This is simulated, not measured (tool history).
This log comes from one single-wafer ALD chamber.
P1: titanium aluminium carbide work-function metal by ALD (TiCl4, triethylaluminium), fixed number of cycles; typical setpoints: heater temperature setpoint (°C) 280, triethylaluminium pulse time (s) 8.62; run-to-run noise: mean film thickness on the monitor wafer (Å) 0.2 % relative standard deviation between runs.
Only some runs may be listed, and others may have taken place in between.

run,hour,heater temperature setpoint (°C),triethylaluminium pulse time (s),mean film thickness on the monitor wafer (Å)
1,2.0,280,8.62,17.960
2,4.2,280,8.62,17.931
# hour 4.6: triethylaluminium bottle replaced
3,7.2,261,8.62,16.303
4,10.9,280,8.62,17.917
5,13.0,280,8.62,17.896
6,16.8,305,8.62,20.010
7,20.4,300,3.86,15.271
8,23.7,302,3.41,14.402
9,28.1,280,3.84,13.884
10,31.3,280,13.29,18.702
11,35.1,280,8.62,17.957
12,38.7,280,8.62,17.885
13,41.4,280,8.62,17.847
14,45.1,280,8.62,17.761
15,48.1,280,8.62,17.659
16,50.7,280,8.62,17.635
17,54.3,280,8.62,17.715
18,57.4,280,8.62,17.649

Compared with where it was, what P1 gives has crept away. Each cause listed below fits the log as well as the rest, at the size given for it:
A: triethylaluminium dose below that of a fresh bottle (%) = 9.16
B: wafer temperature below the value expected at the setpoint (K) = 3.63
The process output started creeping at around hour 38.7.

Of the 4 check runs listed below, each run on one wafer and each result written as a question mark, which would let you distinguish the listed causes because they would give clearly different results?
check 1,60.5,291,8.62,?
check 2,60.5,268,4.12,?
check 3,60.5,268,8.62,?
check 4,60.5,304,8.62,?

If the cause were each of the candidates in turn, the checks would give the following:
check,result,if A,if B
check 1,mean film thickness on the monitor wafer (Å),18.542,18.554
check 2,mean film thickness on the monitor wafer (Å),12.940,13.300
check 3,mean film thickness on the monitor wafer (Å),16.651,16.638
check 4,mean film thickness on the monitor wafer (Å),19.629,19.656
Per-check spread between the two closest causes, in the result where they differ most: check 1 0.06 %; check 2 2.75 %; check 3 0.08 %; check 4 0.14 %
Check 2 distinguishes between the causes, while the remaining checks would return nearly the same result for all of them.

Running check 2 produced the following: mean film thickness on the monitor wafer (Å) 12.909. Which one of the listed causes fits?

It was cause A: triethylaluminium dose below that of a fresh bottle (%).

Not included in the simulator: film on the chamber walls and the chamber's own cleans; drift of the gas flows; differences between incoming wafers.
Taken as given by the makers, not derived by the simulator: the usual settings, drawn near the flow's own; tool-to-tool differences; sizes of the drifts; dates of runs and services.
